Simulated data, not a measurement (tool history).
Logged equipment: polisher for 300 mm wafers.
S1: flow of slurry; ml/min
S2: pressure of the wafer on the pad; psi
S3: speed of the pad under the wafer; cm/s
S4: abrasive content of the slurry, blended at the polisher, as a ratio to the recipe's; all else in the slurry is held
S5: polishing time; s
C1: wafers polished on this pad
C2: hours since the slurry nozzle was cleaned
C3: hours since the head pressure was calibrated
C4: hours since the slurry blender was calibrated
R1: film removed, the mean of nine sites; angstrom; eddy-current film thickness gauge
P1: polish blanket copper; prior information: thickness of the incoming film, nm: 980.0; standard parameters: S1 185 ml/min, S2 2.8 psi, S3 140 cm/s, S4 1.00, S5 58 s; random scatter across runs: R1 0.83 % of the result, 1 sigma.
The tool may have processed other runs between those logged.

run	hour	S1	S2	S3	S4	S5	C1	C2	C3	C4	R1
1	4.8	185	2.8	140	1.00	58	497	288.7	313.0	225.6	2468.1
2	11.4	185	2.8	140	1.00	76	562	295.3	319.6	232.2	3201.1
3	17.6	185	1.8	140	1.00	58	622	301.5	325.8	238.4	1598.7
4	22.5	185	2.8	140	1.00	37	670	306.4	330.7	243.3	1565.2
5	26.6	265	2.8	140	1.00	58	711	310.5	334.8	247.4	2583.2
6	32.1	185	2.8	140	1.00	58	765	316.0	340.3	252.9	2468.0
7	35.8	185	2.8	140	1.25	58	801	319.7	344.0	256.6	2652.0
8	38.9	185	4.1	140	1.00	89	831	322.8	347.1	259.7	5583.8
9	43.3	185	2.8	140	1.00	58	874	327.2	351.5	264.1	2494.6
10	49.7	185	2.8	140	1.00	58	937	333.6	357.9	270.5	2461.1
11	55.9	185	2.8	88	1.00	58	998	339.8	364.1	276.7	1567.5
12	62.7	185	1.9	176	1.00	58	1065	346.6	370.9	283.5	2142.1
13	68.4	185	2.8	140	0.55	58	1121	352.3	376.6	289.2	2194.4
14	74.0	185	2.8	140	1.00	58	1176	357.9	382.2	294.8	2445.1
15	80.1	255	2.8	140	1.00	72	1236	364.0	388.3	300.9	3234.9
16	85.6	185	2.8	210	1.00	58	1289	369.5	393.8	306.4	3725.3
17	91.7	110	2.8	140	1.00	58	1349	375.6	399.9	312.5	2258.9
18	95.3	185	3.5	140	1.00	58	1385	379.2	403.5	316.1	3135.4
19	99.5	185	2.8	140	1.00	58	1426	383.4	407.7	320.3	2463.2
20	104.9	185	2.8	140	1.00	58	1479	388.8	413.1	325.7	2410.0
21	109.9	185	2.8	140	1.00	58	1528	393.8	418.1	330.7	2373.0
22	116.8	185	2.8	140	1.00	58	1596	400.7	425.0	337.6	2352.1
23	121.6	185	2.8	140	1.00	58	1643	405.5	429.8	342.4	2315.6
# hour 125.5: slurry blender recalibrated
24	128.1	185	2.8	140	1.00	58	1706	412.0	436.3	2.6	2312.0
# hour 129.0: worn pad replaced by a new one
25	133.6	185	2.8	140	1.00	58	46	417.5	441.8	8.1	2298.7
26	137.4	185	2.8	140	1.00	58	83	421.3	445.6	11.9	2303.9
27	140.6	185	2.8	140	1.00	58	114	424.5	448.8	15.1	2308.0
28	143.9	185	2.8	140	1.00	58	147	427.8	452.1	18.4	2301.3
29	148.1	185	2.8	140	1.00	58	188	432.0	456.3	22.6	2297.4

What P1 gives has crept away from where it was. These 2 causes fit the log equally well, each at the size given:
A: slurry flow missing at the pad, % = 36.7
B: head's pressure below its setpoint, % = 7.79
Onset of the creep was near hour 99.5.
Why every other cause is out:
removal rate lost through wear of the pad, %: work on it at hour 129.0, done after the drift set in, did not restore what the process gave before
abrasive missing from the slurry, %: work on it at hour 125.5, done after the drift set in, did not restore what the process gave before

Of the 4 check runs below, each run on 3 wafers with the results averaged and each result still a question mark, which one would tell the listed causes apart?
check 1	152.3	185	2.8	102	1.00	58					?
check 2	152.3	185	2.8	140	0.75	58					?
check 3	152.3	185	2.8	140	0.80	58					?
check 4	152.3	120	2.8	140	0.55	58					?

If the cause were each of the candidates in turn, the checks would give the following:
check	result	if A	if B
check 1	R1	1666.5	1666.2
check 2	R1	2152.9	2152.6
check 3	R1	2182.0	2181.6
check 4	R1	1803.6	1874.0
Per check, the gap between the least separated pair of causes, taken in the result that splits them most: check 1 0.02 %; check 2 0.02 %; check 3 0.02 %; check 4 3.83 %
Check 4 distinguishes between the causes, while the remaining checks would return nearly the same result for all of them.

Check 4 was carried out, with these results: R1 1814.1 angstrom. Which of the listed causes is responsible?

A is the cause: slurry flow missing at the pad, %.
